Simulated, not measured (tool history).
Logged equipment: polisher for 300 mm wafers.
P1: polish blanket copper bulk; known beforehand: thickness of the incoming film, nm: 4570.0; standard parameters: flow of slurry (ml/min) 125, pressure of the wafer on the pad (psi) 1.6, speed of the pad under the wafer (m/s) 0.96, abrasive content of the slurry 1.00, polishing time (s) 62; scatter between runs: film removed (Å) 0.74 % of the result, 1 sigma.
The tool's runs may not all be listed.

run   hour  flow of slurry (ml/min)  pressure of the wafer on the pad (psi)  speed of the pad under the wafer (m/s)  abrasive content of the slurry  polishing time (s)  film removed (Å)
  1   11.4                      125                                     1.6                                    0.96                            1.00                  62            3661.7
  2   27.0                      125                                     1.6                                    0.96                            1.00                  28            1630.2
  3   42.8                      125                                     1.6                                    0.96                            1.00                  96            5654.4
  4   56.8                      125                                     1.6                                    0.96                            0.55                  62            3219.9
  5   68.8                      125                                     1.6                                    0.96                            1.00                  62            3641.6
  6   81.5                      125                                     1.6                                    0.96                            1.00                  62            3606.6
  7   92.3                      125                                     1.6                                    0.96                            1.00                  62            3635.7
  8  108.3                      125                                     1.6                                    0.50                            1.00                  62            1886.3
  9  117.1                      180                                     1.6                                    0.96                            0.80                  62            3709.9
 10  128.5                      125                                     1.6                                    0.96                            1.00                  62            3635.8
 11  144.1                      125                                     0.9                                    0.96                            1.00                  62            2029.4
 12  154.8                       75                                     1.6                                    0.96                            1.00                  62            3137.8
 13  168.7                      125                                     1.6                                    0.96                            1.00                  62            3587.6
 14  183.4                      175                                     1.6                                    0.96                            1.00                  62            3921.2
 15  197.2                      125                                     1.6                                    0.96                            1.00                  62            3667.0
 16  206.9                      125                                     1.6                                    1.50                            1.00                  62            5665.4
     213.1  -- head pressure recalibrated
 17  216.2                      125                                     2.3                                    0.96                            1.00                  62            5259.6
 18  232.2                      125                                     1.6                                    0.96                            1.35                  62            3854.1
 19  246.0                      125                                     1.6                                    0.96                            1.00                  62            3633.0
 20  261.8                      125                                     1.6                                    0.96                            1.00                  62            3459.2
 21  276.3                      125                                     1.6                                    0.96                            1.00                  62            3409.2
 22  286.8                      125                                     1.6                                    0.96                            1.00                  62            3375.0
     294.8  -- head pressure recalibrated
 23  296.4                      125                                     1.6                                    0.96                            1.00                  62            3296.3
 24  307.7                      125                                     1.6                                    0.96                            1.00                  62            3303.6
     311.2  -- slurry blender recalibrated
 25  321.5                      125                                     1.6                                    0.96                            1.00                  62            3281.9
 26  333.1                      125                                     1.6                                    0.96                            1.00                  62            3232.5
 27  349.1                      125                                     1.6                                    0.96                            1.00                  62            3239.7

What P1 gives has crept away from where it was. These 2 causes fit the log equally well, each at the size given:
A: slurry flow missing at the pad, % = 36.3
B: removal rate lost through wear of the pad, % = 10.8
At approximately hour 246.0, the process output began to creep.
Every other cause this tool's parts could produce, and why it does not fit the log:
head's pressure below its setpoint, %: serviced at hour 294.8, after the change had begun; the process did not return to its earlier output
abrasive missing from the slurry, %: serviced at hour 311.2, after the change had begun; the process did not return to its earlier output

4 check runs are offered, one wafer each, their results left as question marks. Which one tells the causes apart?
check 1  365.1                      125                                     1.6                                    0.50                            1.00                  93                 ?
check 2  365.1                       75                                     1.6                                    0.96                            1.00                  85                 ?
check 3  365.1                      125                                     1.6                                    1.26                            1.35                  62                 ?
check 4  365.1                      125                                     1.6                                    1.42                            1.00                  91                 ?

Expected result of each check under each candidate cause:
  check            result    if A    if B
check 1  film removed (Å)  2532.6  2532.3
check 2  film removed (Å)  3659.5  3890.5
check 3  film removed (Å)  4542.5  4542.0
check 4  film removed (Å)  7037.8  7037.0
Per check, the gap between the least separated pair of causes, taken in the result that splits them most: check 1 0.01 %; check 2 6.12 %; check 3 0.01 %; check 4 0.01 %
Of the check runs offered, only check 2 discriminates between the causes; the rest would read about the same regardless of which cause applies.

Then check 2 was run and gave: film removed (Å) 3690.8. Which cause is it?

It was cause A: slurry flow missing at the pad, %.
